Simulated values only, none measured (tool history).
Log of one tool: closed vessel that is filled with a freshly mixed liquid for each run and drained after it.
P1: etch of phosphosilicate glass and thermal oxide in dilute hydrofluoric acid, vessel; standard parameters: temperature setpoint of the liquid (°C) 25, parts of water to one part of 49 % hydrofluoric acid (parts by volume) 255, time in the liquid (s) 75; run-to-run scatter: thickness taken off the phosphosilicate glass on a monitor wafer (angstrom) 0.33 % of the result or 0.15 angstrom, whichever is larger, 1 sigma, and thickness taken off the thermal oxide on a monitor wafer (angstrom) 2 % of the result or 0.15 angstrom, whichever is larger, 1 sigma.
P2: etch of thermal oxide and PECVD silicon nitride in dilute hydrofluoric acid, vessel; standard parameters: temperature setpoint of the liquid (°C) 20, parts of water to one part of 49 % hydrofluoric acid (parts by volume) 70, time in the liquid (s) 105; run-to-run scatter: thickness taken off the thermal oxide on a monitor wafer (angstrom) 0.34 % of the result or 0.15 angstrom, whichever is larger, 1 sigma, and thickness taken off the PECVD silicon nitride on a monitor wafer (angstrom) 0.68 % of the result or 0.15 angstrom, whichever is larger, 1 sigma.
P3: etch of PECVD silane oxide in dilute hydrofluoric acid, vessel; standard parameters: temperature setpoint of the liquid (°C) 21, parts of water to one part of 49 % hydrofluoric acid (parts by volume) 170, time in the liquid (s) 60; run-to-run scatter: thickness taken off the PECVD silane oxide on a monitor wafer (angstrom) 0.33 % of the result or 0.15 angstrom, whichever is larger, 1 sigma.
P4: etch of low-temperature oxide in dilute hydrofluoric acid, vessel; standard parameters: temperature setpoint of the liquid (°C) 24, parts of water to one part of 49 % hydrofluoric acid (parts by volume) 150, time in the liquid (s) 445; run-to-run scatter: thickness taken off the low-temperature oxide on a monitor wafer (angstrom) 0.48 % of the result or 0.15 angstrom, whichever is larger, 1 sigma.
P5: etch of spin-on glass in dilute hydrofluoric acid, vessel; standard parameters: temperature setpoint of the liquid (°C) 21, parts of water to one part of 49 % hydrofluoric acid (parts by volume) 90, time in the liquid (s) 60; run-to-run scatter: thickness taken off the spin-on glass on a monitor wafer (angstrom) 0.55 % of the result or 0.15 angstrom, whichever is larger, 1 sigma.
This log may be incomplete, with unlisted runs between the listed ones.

run   hour  process that ran  temperature setpoint of the liquid (°C)  parts of water to one part of 49 % hydrofluoric acid (parts by volume)  time in the liquid (s)  thickness taken off the phosphosilicate glass on a monitor wafer (angstrom)  thickness taken off the thermal oxide on a monitor wafer (angstrom)  thickness taken off the PECVD silane oxide on a monitor wafer (angstrom)  thickness taken off the spin-on glass on a monitor wafer (angstrom)  thickness taken off the low-temperature oxide on a monitor wafer (angstrom)  thickness taken off the PECVD silicon nitride on a monitor wafer (angstrom)
  1     12                P1                                       25                                                                     255                      75                                                                       340.52                                                               12.389
  2   18.1                P3                                       21                                                                     170                      85                                                                                                                                                                                                                      204.61
  3     26                P1                                       25                                                                     255                      75                                                                       339.55                                                               11.904
  4   34.9                P5                                       21                                                                      90                      30                                                                                                                                                                                                                                                                                           116.96
  5   44.2                P3                                       21                                                                     170                      60                                                                                                                                                                                                                      144.22
  6   49.7                P4                                       24                                                                     245                     445                                                                                                                                                                                                                                                                                                                                                                        298.76
  7   55.8                P5                                       21                                                                     160                      60                                                                                                                                                                                                                                                                                           120.35
  8   63.5                P2                                       20                                                                      20                     105                                                                                                                                            232.03                                                                                                                                                                                                                                                                                                   114.29
  9   71.3                P1                                       25                                                                     140                      75                                                                       703.86                                                               24.662
 10   80.1                P4                                       24                                                                     150                     445                                                                                                                                                                                                                                                                                                                                                                         543.1
 11   91.2                P1                                       25                                                                     255                      75                                                                       339.72                                                               11.991
 12  102.9                P1                                     19.5                                                                     255                     140                                                                        519.8                                                               17.873
 13  115.2                P1                                       25                                                                     465                      75                                                                        152.7                                                               5.7514
 14  127.9                P5                                       21                                                                      90                      60                                                                                                                                                                                                                                                                                            231.9
 15  139.5                P1                                     32.5                                                                     255                      75                                                                        439.1                                                               15.843
 16  151.4                P3                                       21                                                                     310                      60                                                                                                                                                                                                                      69.215
 17  159.8                P2                                       20                                                                      70                     105                                                                                                                                            62.278                                                                                                                                                                                                                                                                                                   34.233
 18  169.8                P1                                       25                                                                     255                     140                                                                       636.76                                                               22.148
 19  178.4                P2                                       20                                                                      70                      30                                                                                                                                             17.73                                                                                                                                                                                                                                                                                                   9.8718
 20  189.2                P3                                       17                                                                     170                      60                                                                                                                                                                                                                      122.79
 21  197.5                P4                                       24                                                                     150                     645                                                                                                                                                                                                                                                                                                                                                                        787.21
     203.6  -- thermometer replaced
 22    209                P1                                       25                                                                     110                     120                                                                       1481.9                                                                51.78
 23  215.1                P1                                       25                                                                     255                      35                                                                        158.2                                                               5.2634
 24  226.5                P1                                     20.5                                                                     255                      75                                                                       288.29                                                               10.109
 25  233.8                P5                                       28                                                                      90                      60                                                                                                                                                                                                                                                                                           304.53
 26  243.4                P1                                       25                                                                     255                      75                                                                       341.74                                                                12.47
 27  249.3                P4                                       32                                                                     150                     445                                                                                                                                                                                                                                                                                                                                                                        730.87
 28    260                P1                                       25                                                                     255                      75                                                                        339.1                                                               12.141
 29  271.7                P2                                     25.5                                                                      70                     105                                                                                                                                            78.181                                                                                                                                                                                                                                                                                                   49.983
 30  277.6                P1                                       29                                                                     115                      75                                                                       1028.6                                                               37.293
 31  285.2                P1                                       25                                                                     255                      75                                                                       340.65                                                               11.679
 32  291.6                P1                                       25                                                                     255                      75                                                                       331.51                                                               11.376
 33  298.2                P1                                       25                                                                     255                      75                                                                       322.26                                                               11.666
 34  305.8                P1                                       25                                                                     255                      75                                                                        319.2                                                               11.253
 35  314.6                P1                                       25                                                                     255                      75                                                                       315.38                                                               11.445
 36  322.2                P1                                       25                                                                     255                      75                                                                       314.73                                                               11.602
 37  331.4                P1                                       25                                                                     255                      75                                                                       313.87                                                               10.615
 38  342.5                P1                                       25                                                                     255                      75                                                                        314.3                                                               11.086
 39  349.1                P1                                       25                                                                     255                      75                                                                       313.67                                                               10.594

What P1 gives has crept off from where it sat before. The 2 causes that follow fit the log equally well, each at the size noted:
A: liquid colder than its thermometer reads (K) = 2.3
B: hydrofluoric acid flow below the setpoint (%) = 6.26
The process output started creeping at around hour 285.2.

Question marks stand in for the results of the 4 check runs listed below, each run on one wafer. Under which run would the listed causes show clearly different results?
check 1  355.7                P4                                       24                                                                     225                     445                                                                                                                                                                                                                                                                                                                                                                             ?
check 2  355.7                P3                                       17                                                                     305                      60                                                                                                                                                                                                                           ?
check 3  355.7                P2                                       20                                                                      25                     105                                                                                                                                                 ?                                                                                                                                                                                                                                                                                                        ?
check 4  355.7                P5                                     25.5                                                                     160                      60                                                                                                                                                                                                                                                                                                ?

If the cause were each of the candidates in turn, the checks would give the following:
  check                                                                       result    if A    if B
check 1  thickness taken off the low-temperature oxide on a monitor wafer (angstrom)  306.83  308.21
check 2     thickness taken off the PECVD silane oxide on a monitor wafer (angstrom)  55.734  56.107
check 3          thickness taken off the thermal oxide on a monitor wafer (angstrom)  166.39  172.09
check 3  thickness taken off the PECVD silicon nitride on a monitor wafer (angstrom)   79.23  87.652
check 4          thickness taken off the spin-on glass on a monitor wafer (angstrom)  130.76  132.08
Minimum pairwise separation of causes per check, each pair taken at its best-separating result: check 1 0.45 %; check 2 0.67 %; check 3 10.1 %; check 4 1 %
Of the check runs offered, only check 3 discriminates between the causes; the rest would read about the same regardless of which cause applies.

Then check 3 was run and gave: thickness taken off the thermal oxide on a monitor wafer (angstrom) 172.29; thickness taken off the PECVD silicon nitride on a monitor wafer (angstrom) 88.017. Which cause is it?

The correct cause is B, namely: hydrofluoric acid flow below the setpoint (%).
